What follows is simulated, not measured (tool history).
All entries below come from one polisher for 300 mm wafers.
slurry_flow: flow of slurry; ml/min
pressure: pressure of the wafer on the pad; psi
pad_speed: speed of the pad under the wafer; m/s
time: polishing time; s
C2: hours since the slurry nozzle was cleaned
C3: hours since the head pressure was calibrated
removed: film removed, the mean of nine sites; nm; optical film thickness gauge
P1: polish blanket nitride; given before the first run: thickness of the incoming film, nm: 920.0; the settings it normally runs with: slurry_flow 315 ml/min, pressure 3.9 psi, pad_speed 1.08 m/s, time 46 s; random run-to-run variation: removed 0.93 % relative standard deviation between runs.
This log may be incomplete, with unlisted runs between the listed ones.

run 1 day=0.4 | slurry_flow=315 pressure=3.9 pad_speed=1.08 time=46 | wafers_polished_on_this_pad=397 C2=465.9 C3=331.6 | removed=92.278
run 2 day=0.883 | slurry_flow=315 pressure=3.9 pad_speed=0.62 time=64 | wafers_polished_on_this_pad=483 C2=477.5 C3=343.2 | removed=81.793
run 3 day=1.471 | slurry_flow=315 pressure=3.9 pad_speed=1.08 time=46 | wafers_polished_on_this_pad=586 C2=491.6 C3=357.3 | removed=89.799
run 4 day=2.029 | slurry_flow=315 pressure=5 pad_speed=1.08 time=46 | wafers_polished_on_this_pad=685 C2=505 C3=370.7 | removed=116.03
-- day=2.117 head pressure recalibrated
run 5 day=2.438 | slurry_flow=430 pressure=3.9 pad_speed=1.08 time=28 | wafers_polished_on_this_pad=757 C2=514.8 C3=7.8 | removed=56.439
run 6 day=2.958 | slurry_flow=315 pressure=3.9 pad_speed=1.08 time=46 | wafers_polished_on_this_pad=849 C2=527.3 C3=20.3 | removed=90.389
run 7 day=3.408 | slurry_flow=485 pressure=3.9 pad_speed=1.08 time=46 | wafers_polished_on_this_pad=928 C2=538.1 C3=31.1 | removed=92.488
run 8 day=3.717 | slurry_flow=315 pressure=2.7 pad_speed=1.08 time=46 | wafers_polished_on_this_pad=983 C2=545.5 C3=38.5 | removed=62.951
run 9 day=4.25 | slurry_flow=315 pressure=3.9 pad_speed=0.78 time=46 | wafers_polished_on_this_pad=1077 C2=558.3 C3=51.3 | removed=70.024
run 10 day=4.829 | slurry_flow=315 pressure=3.9 pad_speed=1.08 time=46 | wafers_polished_on_this_pad=1179 C2=572.2 C3=65.2 | removed=91.911
run 11 day=5.196 | slurry_flow=315 pressure=3.9 pad_speed=1.08 time=21 | wafers_polished_on_this_pad=1244 C2=581 C3=74 | removed=41.051
run 12 day=5.629 | slurry_flow=190 pressure=3.9 pad_speed=1.08 time=46 | wafers_polished_on_this_pad=1321 C2=591.4 C3=84.4 | removed=85.955
run 13 day=6.138 | slurry_flow=315 pressure=3.9 pad_speed=1.72 time=46 | wafers_polished_on_this_pad=1411 C2=603.6 C3=96.6 | removed=132.62
run 14 day=6.592 | slurry_flow=315 pressure=3.9 pad_speed=0.52 time=29 | wafers_polished_on_this_pad=1491 C2=614.5 C3=107.5 | removed=32.286
run 15 day=6.9 | slurry_flow=315 pressure=3.9 pad_speed=1.08 time=71 | wafers_polished_on_this_pad=1545 C2=621.9 C3=114.9 | removed=139.04
run 16 day=7.425 | slurry_flow=315 pressure=3.9 pad_speed=1.08 time=46 | wafers_polished_on_this_pad=1638 C2=634.5 C3=127.5 | removed=90.93
run 17 day=7.783 | slurry_flow=315 pressure=3.9 pad_speed=1.08 time=46 | wafers_polished_on_this_pad=1701 C2=643.1 C3=136.1 | removed=91.168
run 18 day=8.242 | slurry_flow=315 pressure=3.9 pad_speed=1.08 time=46 | wafers_polished_on_this_pad=1782 C2=654.1 C3=147.1 | removed=89.861
run 19 day=8.858 | slurry_flow=315 pressure=3.9 pad_speed=1.08 time=46 | wafers_polished_on_this_pad=1891 C2=668.9 C3=161.9 | removed=88.484
run 20 day=9.275 | slurry_flow=315 pressure=3.9 pad_speed=1.08 time=46 | wafers_polished_on_this_pad=1965 C2=678.9 C3=171.9 | removed=85.829
run 21 day=9.7 | slurry_flow=315 pressure=3.9 pad_speed=1.08 time=46 | wafers_polished_on_this_pad=2040 C2=689.1 C3=182.1 | removed=87.374
-- day=9.862 head pressure recalibrated
run 22 day=10.212 | slurry_flow=315 pressure=3.9 pad_speed=1.08 time=46 | wafers_polished_on_this_pad=2130 C2=701.4 C3=8.5 | removed=87.542

Run 23 is up next; what results do you expect?
run 23 day=10.692 | slurry_flow=315 pressure=3.9 pad_speed=1.08 time=46 | wafers_polished_on_this_pad=2215 C2=712.9 C3=20 | removed=?

removed: 86.121 nm

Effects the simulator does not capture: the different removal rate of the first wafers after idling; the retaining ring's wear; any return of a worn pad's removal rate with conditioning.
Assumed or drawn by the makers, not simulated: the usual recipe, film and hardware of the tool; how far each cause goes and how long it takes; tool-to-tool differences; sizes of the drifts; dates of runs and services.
